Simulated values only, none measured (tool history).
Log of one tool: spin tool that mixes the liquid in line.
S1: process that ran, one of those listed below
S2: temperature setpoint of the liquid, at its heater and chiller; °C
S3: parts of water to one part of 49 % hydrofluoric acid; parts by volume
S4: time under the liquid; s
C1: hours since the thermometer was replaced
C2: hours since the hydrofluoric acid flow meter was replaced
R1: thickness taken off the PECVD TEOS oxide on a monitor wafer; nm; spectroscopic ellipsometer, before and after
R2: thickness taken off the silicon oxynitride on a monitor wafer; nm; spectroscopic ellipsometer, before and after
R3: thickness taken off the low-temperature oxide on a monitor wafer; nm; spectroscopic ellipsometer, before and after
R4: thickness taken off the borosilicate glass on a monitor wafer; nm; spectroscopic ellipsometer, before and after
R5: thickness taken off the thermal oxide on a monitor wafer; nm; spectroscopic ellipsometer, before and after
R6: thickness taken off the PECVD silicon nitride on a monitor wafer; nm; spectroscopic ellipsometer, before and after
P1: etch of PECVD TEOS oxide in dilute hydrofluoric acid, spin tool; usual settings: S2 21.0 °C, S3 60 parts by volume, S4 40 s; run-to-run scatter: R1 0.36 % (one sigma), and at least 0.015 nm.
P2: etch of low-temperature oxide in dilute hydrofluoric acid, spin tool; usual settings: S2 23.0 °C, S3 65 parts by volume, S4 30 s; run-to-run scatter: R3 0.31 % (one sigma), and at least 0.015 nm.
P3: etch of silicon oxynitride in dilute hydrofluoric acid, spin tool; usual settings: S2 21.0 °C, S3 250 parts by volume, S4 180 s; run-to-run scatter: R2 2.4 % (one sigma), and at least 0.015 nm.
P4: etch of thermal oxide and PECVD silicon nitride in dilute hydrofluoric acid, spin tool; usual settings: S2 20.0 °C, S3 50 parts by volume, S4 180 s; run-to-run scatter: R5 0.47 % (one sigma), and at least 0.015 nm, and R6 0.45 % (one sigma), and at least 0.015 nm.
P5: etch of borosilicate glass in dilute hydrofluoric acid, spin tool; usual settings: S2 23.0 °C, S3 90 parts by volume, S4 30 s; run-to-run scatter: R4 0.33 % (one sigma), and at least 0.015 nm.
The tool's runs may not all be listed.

run	hour	S1	S2	S3	S4	C1	C2	R1	R2	R3	R4	R5	R6
1	2.9	P1	21.0	60	40	608.3	1016.6	17.3060					
2	5.3	P1	21.0	60	40	610.7	1019.0	17.3430					
3	7.7	P3	21.0	250	35	613.1	1021.4		0.21696				
4	10.8	P2	23.0	35	30	616.2	1024.5			17.0210			
5	14.1	P5	23.0	90	30	619.5	1027.8				17.878		
6	19.1	P3	21.0	250	180	624.5	1032.8		1.10570				
7	23.7	P1	26.5	25	40	629.1	1037.4	54.7070					
8	28.7	P1	21.0	30	40	634.1	1042.4	35.9480					
9	33.3	P3	21.0	430	180	638.7	1047.0		0.59473				
10	35.9	P5	23.0	90	45	641.3	1049.6				26.998		
11	40.4	P4	20.0	50	275	645.8	1054.1					22.5560	6.9302
12	45.5	P1	21.0	60	40	650.9	1059.2	17.4090					
13	49.5	P4	20.0	50	180	654.9	1063.2					14.5430	4.5841
14	52.6	P3	17.0	250	180	658.0	1066.3		0.92454				
15	55.9	P5	23.0	40	30	661.3	1069.6				43.190		
16	58.6	P3	21.0	250	180	664.0	1072.3		1.15370				
17	63.6	P2	23.0	65	30	669.0	1077.3			8.7960			
18	67.9	P1	21.0	60	40	673.3	1081.6	17.3800					
19	71.6	P5	19.5	90	30	677.0	1085.3				15.594		
20	76.8	P4	17.0	50	180	682.2	1090.5					12.9670	3.6677
21	81.2	P1	21.0	60	80	686.6	1094.9	34.8240					
22	84.1	P1	21.0	60	40	689.5	1097.8	17.3690					
23	88.2	P1	17.0	60	40	693.6	1101.9	14.6960					
24	93.2	P1	25.5	60	40	698.6	1106.9	20.9770					
25	97.0	P1	21.0	60	40	702.4	1110.7	17.3260					
26	99.9	P4	20.0	90	180	705.3	1113.6					7.7842	2.5712
27	102.3	P1	21.0	60	15	707.7	1116.0	6.5178					
28	105.6	P2	23.0	65	15	711.0	1119.3			4.3935			
29	109.4	P1	21.0	85	40	714.8	1123.1	11.9000					
# hour 110.0: thermometer replaced
30	113.6	P5	23.0	90	30	3.6	1127.3				17.993		
31	118.3	P2	27.5	65	30	8.3	1132.0			10.5990			
32	122.3	P1	21.0	60	40	12.3	1136.0	17.3270					
33	126.1	P1	21.0	60	40	16.1	1139.8	17.8090					
34	131.1	P1	21.0	60	40	21.1	1144.8	18.3340					
35	134.4	P1	21.0	60	40	24.4	1148.1	18.4610					
36	138.5	P1	21.0	60	40	28.5	1152.2	18.4470					
37	141.5	P1	21.0	60	40	31.5	1155.2	18.6150					
38	145.6	P1	21.0	60	40	35.6	1159.3	18.7290					
39	150.4	P1	21.0	60	40	40.4	1164.1	18.6240					
40	154.7	P1	21.0	60	40	44.7	1168.4	18.6600					
41	159.7	P1	21.0	60	40	49.7	1173.4	18.8210					
42	163.8	P1	21.0	60	40	53.8	1177.5	18.8420					

What P1 gives has crept away from where it was. These 2 causes fit the log equally well, each at the size given:
A: liquid hotter than its thermometer reads (K) = 1.93
B: hydrofluoric acid flow above the setpoint (%) = 7.75
The creep began at about hour 122.3.

4 check runs are offered, one wafer each, their results left as question marks. Which one tells the causes apart?
check 1	167.9	P3	21.0	250	180				?				
check 2	167.9	P2	23.0	65	30					?			
check 3	167.9	P5	23.0	90	30						?		
check 4	167.9	P4	20.0	50	180							?	?

What each check would give under each cause:
check	result	if A	if B
check 1	R2	1.22310	1.22390
check 2	R3	9.5597	9.5803
check 3	R4	19.423	19.530
check 4	R5	15.9490	15.9130
check 4	R6	5.1851	4.8807
How far apart the two closest causes lie, in the result that separates them most: check 1 0.07 %; check 2 0.22 %; check 3 0.55 %; check 4 6.05 %
Only check 4 tells the causes apart: in the others they would give nearly the same result.

Check 4 was then run and gave: R5 15.8720 nm; R6 4.8937 nm. Which cause is it?

It is B: hydrofluoric acid flow above the setpoint (%).

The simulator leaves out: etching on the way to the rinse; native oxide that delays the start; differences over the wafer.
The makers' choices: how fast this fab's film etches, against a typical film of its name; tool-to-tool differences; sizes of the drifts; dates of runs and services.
